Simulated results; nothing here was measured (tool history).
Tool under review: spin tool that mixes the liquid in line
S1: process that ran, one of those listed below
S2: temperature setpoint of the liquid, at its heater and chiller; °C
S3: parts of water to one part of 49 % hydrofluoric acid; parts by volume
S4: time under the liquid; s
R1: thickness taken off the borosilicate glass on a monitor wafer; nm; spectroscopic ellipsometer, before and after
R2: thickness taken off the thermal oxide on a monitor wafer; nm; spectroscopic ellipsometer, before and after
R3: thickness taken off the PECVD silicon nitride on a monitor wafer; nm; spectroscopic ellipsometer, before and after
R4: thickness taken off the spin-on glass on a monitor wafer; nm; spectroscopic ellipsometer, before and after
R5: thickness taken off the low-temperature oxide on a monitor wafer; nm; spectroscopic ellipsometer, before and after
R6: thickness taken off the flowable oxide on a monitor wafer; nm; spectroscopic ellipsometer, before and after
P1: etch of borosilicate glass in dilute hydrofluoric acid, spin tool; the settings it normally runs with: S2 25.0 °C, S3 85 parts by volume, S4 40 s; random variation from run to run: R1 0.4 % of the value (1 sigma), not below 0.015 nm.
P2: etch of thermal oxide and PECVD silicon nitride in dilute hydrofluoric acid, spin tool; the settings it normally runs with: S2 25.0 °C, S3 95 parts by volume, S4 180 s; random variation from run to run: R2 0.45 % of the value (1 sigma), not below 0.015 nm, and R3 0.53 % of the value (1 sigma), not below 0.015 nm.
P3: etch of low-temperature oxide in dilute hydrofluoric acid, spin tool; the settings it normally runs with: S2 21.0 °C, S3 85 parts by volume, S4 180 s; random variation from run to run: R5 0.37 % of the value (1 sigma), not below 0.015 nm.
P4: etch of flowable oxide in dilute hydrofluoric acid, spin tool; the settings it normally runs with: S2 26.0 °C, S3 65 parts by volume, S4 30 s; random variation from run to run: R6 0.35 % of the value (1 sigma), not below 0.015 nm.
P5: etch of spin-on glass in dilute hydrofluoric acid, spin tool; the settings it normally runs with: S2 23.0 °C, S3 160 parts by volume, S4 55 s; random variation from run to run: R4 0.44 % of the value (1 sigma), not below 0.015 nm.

Run 1, day 0.629: S1 P1, S2 25.0 °C, S3 85 parts by volume, S4 40 s. Result: R1 8.6498 nm.
Run 2, day 1.250: S1 P2, S2 25.0 °C, S3 95 parts by volume, S4 180 s. Result: R2 9.8071 nm, R3 10.307 nm.
Run 3, day 1.683: S1 P2, S2 25.0 °C, S3 160 parts by volume, S4 180 s. Result: R2 5.3730 nm, R3 6.209 nm.
Run 4, day 2.288: S1 P5, S2 23.0 °C, S3 160 parts by volume, S4 55 s. Result: R4 11.6460 nm.
Run 5, day 2.750: S1 P5, S2 23.0 °C, S3 160 parts by volume, S4 55 s. Result: R4 11.6700 nm.
Run 6, day 3.167: S1 P1, S2 25.0 °C, S3 85 parts by volume, S4 40 s. Result: R1 8.5660 nm.
Run 7, day 3.775: S1 P1, S2 25.0 °C, S3 85 parts by volume, S4 40 s. Result: R1 8.5215 nm.
Run 8, day 4.129: S1 P1, S2 25.0 °C, S3 85 parts by volume, S4 40 s. Result: R1 8.5472 nm.
Run 9, day 4.483: S1 P5, S2 31.5 °C, S3 160 parts by volume, S4 55 s. Result: R4 15.9420 nm.
Run 10, day 5.179: S1 P2, S2 29.0 °C, S3 95 parts by volume, S4 180 s. Result: R2 11.4580 nm, R3 13.438 nm.
Run 11, day 5.871: S1 P3, S2 21.0 °C, S3 85 parts by volume, S4 180 s. Result: R5 20.2700 nm.
Run 12, day 6.546: S1 P1, S2 25.0 °C, S3 85 parts by volume, S4 20 s. Result: R1 4.2881 nm.
Run 13, day 7.108: S1 P3, S2 29.0 °C, S3 85 parts by volume, S4 180 s. Result: R5 27.8070 nm.
Run 14, day 7.650: S1 P4, S2 17.5 °C, S3 65 parts by volume, S4 30 s. Result: R6 22.753 nm.
Run 15, day 8.162: S1 P4, S2 26.0 °C, S3 65 parts by volume, S4 45 s. Result: R6 49.067 nm.
Run 16, day 8.592: S1 P1, S2 25.0 °C, S3 85 parts by volume, S4 60 s. Result: R1 12.8950 nm.
Run 17, day 9.008: S1 P1, S2 25.0 °C, S3 45 parts by volume, S4 40 s. Result: R1 16.9200 nm.
Run 18, day 9.388: S1 P4, S2 26.0 °C, S3 105 parts by volume, S4 30 s. Result: R6 19.160 nm.
Run 19, day 10.133: S1 P1, S2 19.5 °C, S3 85 parts by volume, S4 40 s. Result: R1 6.8354 nm.
Run 20, day 10.817: S1 P5, S2 23.0 °C, S3 160 parts by volume, S4 15 s. Result: R4 3.2187 nm.
Run 21, day 11.283: S1 P4, S2 26.0 °C, S3 65 parts by volume, S4 30 s. Result: R6 32.798 nm.
Run 22, day 11.692: S1 P1, S2 33.0 °C, S3 85 parts by volume, S4 40 s. Result: R1 11.6090 nm.
Run 23, day 12.367: S1 P3, S2 21.0 °C, S3 50 parts by volume, S4 180 s. Result: R5 36.0930 nm.
Run 24, day 13.004: S1 P1, S2 21.0 °C, S3 115 parts by volume, S4 40 s. Result: R1 5.1872 nm.
Run 25, day 13.475: S1 P1, S2 25.0 °C, S3 85 parts by volume, S4 40 s. Result: R1 8.5562 nm.
Run 26, day 13.846: S1 P1, S2 25.0 °C, S3 115 parts by volume, S4 40 s. Result: R1 6.0785 nm.
Run 27, day 14.433: S1 P3, S2 21.0 °C, S3 85 parts by volume, S4 35 s. Result: R5 3.9653 nm.
Run 28, day 15.162: S1 P5, S2 23.0 °C, S3 45 parts by volume, S4 55 s. Result: R4 47.5270 nm.
Run 29, day 15.604: S1 P2, S2 25.0 °C, S3 95 parts by volume, S4 345 s. Result: R2 18.7020 nm, R3 19.848 nm.
Run 30, day 15.979: S1 P1, S2 25.0 °C, S3 85 parts by volume, S4 40 s. Result: R1 8.5246 nm.
Run 31, day 16.638: S1 P1, S2 25.0 °C, S3 85 parts by volume, S4 40 s. Result: R1 8.3291 nm.
Run 32, day 17.358: S1 P1, S2 25.0 °C, S3 85 parts by volume, S4 40 s. Result: R1 8.1486 nm.
Run 33, day 18.112: S1 P1, S2 25.0 °C, S3 85 parts by volume, S4 40 s. Result: R1 7.9838 nm.
Run 34, day 18.783: S1 P1, S2 25.0 °C, S3 85 parts by volume, S4 40 s. Result: R1 7.9352 nm.
Run 35, day 19.258: S1 P1, S2 25.0 °C, S3 85 parts by volume, S4 40 s. Result: R1 7.9132 nm.
Run 36, day 19.967: S1 P1, S2 25.0 °C, S3 85 parts by volume, S4 40 s. Result: R1 7.9247 nm.
Run 37, day 20.554: S1 P1, S2 25.0 °C, S3 85 parts by volume, S4 40 s. Result: R1 7.8613 nm.
Run 38, day 20.962: S1 P1, S2 25.0 °C, S3 85 parts by volume, S4 40 s. Result: R1 7.8830 nm.
Run 39, day 21.596: S1 P1, S2 25.0 °C, S3 85 parts by volume, S4 40 s. Result: R1 7.8528 nm.
Run 40, day 22.021: S1 P1, S2 25.0 °C, S3 85 parts by volume, S4 40 s. Result: R1 7.8893 nm.

P1 has crept away from where it was. The log is fitted equally well by each of these 2 causes, at the sizes shown:
A: liquid colder than its thermometer reads (K) = 2.17
B: hydrofluoric acid flow below the setpoint (%) = 7.48
The gradual shift began around day 15.979.

4 check runs are offered, one wafer each, their results left as question marks. Which one tells the causes apart?
Run check 1, day 22.446: S1 P2, S2 25.0 °C, S3 95 parts by volume, S4 180 s. Result: R2 ?, R3 ?.
Run check 2, day 22.446: S1 P4, S2 26.0 °C, S3 65 parts by volume, S4 30 s. Result: R6 ?.
Run check 3, day 22.446: S1 P5, S2 23.0 °C, S3 160 parts by volume, S4 55 s. Result: R4 ?.
Run check 4, day 22.446: S1 P3, S2 21.0 °C, S3 85 parts by volume, S4 180 s. Result: R5 ?.

Outcome of each check run for each possible cause:
  check  result     if A     if B
check 1      R2   8.9578   8.9483
check 1      R3   9.0034   9.6221
check 2      R6   29.876   29.955
check 3      R4  10.7210  10.6380
check 4      R5  18.5710  18.6520
Separation of the two closest causes in each check, using whichever result separates them best: check 1 6.65 %; check 2 0.26 %; check 3 0.78 %; check 4 0.44 %
The other checks would show nearly matching results whichever cause is true, so check 1 is the only one that separates the causes.

Then check 1 was run and gave: R2 9.0247 nm; R3 9.5453 nm. Which cause is it?

The correct cause is B, namely: hydrofluoric acid flow below the setpoint (%).
